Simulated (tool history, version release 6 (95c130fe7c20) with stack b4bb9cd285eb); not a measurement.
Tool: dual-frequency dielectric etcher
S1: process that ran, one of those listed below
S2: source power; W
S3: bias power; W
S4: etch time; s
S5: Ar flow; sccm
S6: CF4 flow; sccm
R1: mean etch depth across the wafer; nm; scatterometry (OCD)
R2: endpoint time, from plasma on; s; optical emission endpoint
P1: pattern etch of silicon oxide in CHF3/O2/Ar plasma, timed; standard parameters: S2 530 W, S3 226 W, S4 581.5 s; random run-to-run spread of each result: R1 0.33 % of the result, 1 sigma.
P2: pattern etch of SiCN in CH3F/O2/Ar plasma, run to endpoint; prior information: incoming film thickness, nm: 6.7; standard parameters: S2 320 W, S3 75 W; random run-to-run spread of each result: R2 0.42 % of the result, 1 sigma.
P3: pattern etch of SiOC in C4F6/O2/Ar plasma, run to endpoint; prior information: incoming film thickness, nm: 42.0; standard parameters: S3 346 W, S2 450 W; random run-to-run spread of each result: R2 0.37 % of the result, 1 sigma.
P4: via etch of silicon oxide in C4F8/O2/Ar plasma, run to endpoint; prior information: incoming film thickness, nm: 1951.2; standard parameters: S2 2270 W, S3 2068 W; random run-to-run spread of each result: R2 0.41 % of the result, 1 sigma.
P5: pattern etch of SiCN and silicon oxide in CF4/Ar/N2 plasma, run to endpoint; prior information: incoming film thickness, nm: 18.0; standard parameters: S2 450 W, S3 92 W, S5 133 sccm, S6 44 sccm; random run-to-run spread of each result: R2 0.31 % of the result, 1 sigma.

run   hour  S1    S2    S3     S4   S5  S6      R1      R2
  1   15.7  P1   530   226  581.5           1184.3
  2   27.2  P5   450    92         133  44          21.848
  3   37.6  P1   530   226    748           1508.9
  4   49.3  P4  2270  2068                          359.26
  5   58.7  P4  2270  1431                          399.37
  6   70.5  P2   260    75                          20.032
  7   85.2  P4  2270  2068                          361.88
  8   99.1  P1   530   226  581.5             1187
  9  113.9  P1   530   311  581.5           1324.8
 10  129.5  P5   450    92         133  44          21.726
 11  143.9  P3   450   346                          15.239
 12  158.7  P3   450   476                          13.675
 13  166.4  P1   530   226  581.5           1183.7
 14  180.5  P1   530   150  581.5           1026.4
 15  192.6  P1   530   226  581.5           1184.9
 16  205.6  P1   360   226  581.5             1024
 17  219.1  P1   530   226    362            737.3
 18  233.5  P1   530   226  581.5           1182.8
       242  -- bias power generator calibrated
 19  242.3  P2   320    75                          18.628
 20  254.6  P5   450    92          95  44          20.737
 21  264.4  P2   320    75                          18.522

Run 22, settings as shown, results not yet in. Your forecast:
 22  274.8  P5  450  130      133  44       ?

{"run 22": {"R2": 18.856}}
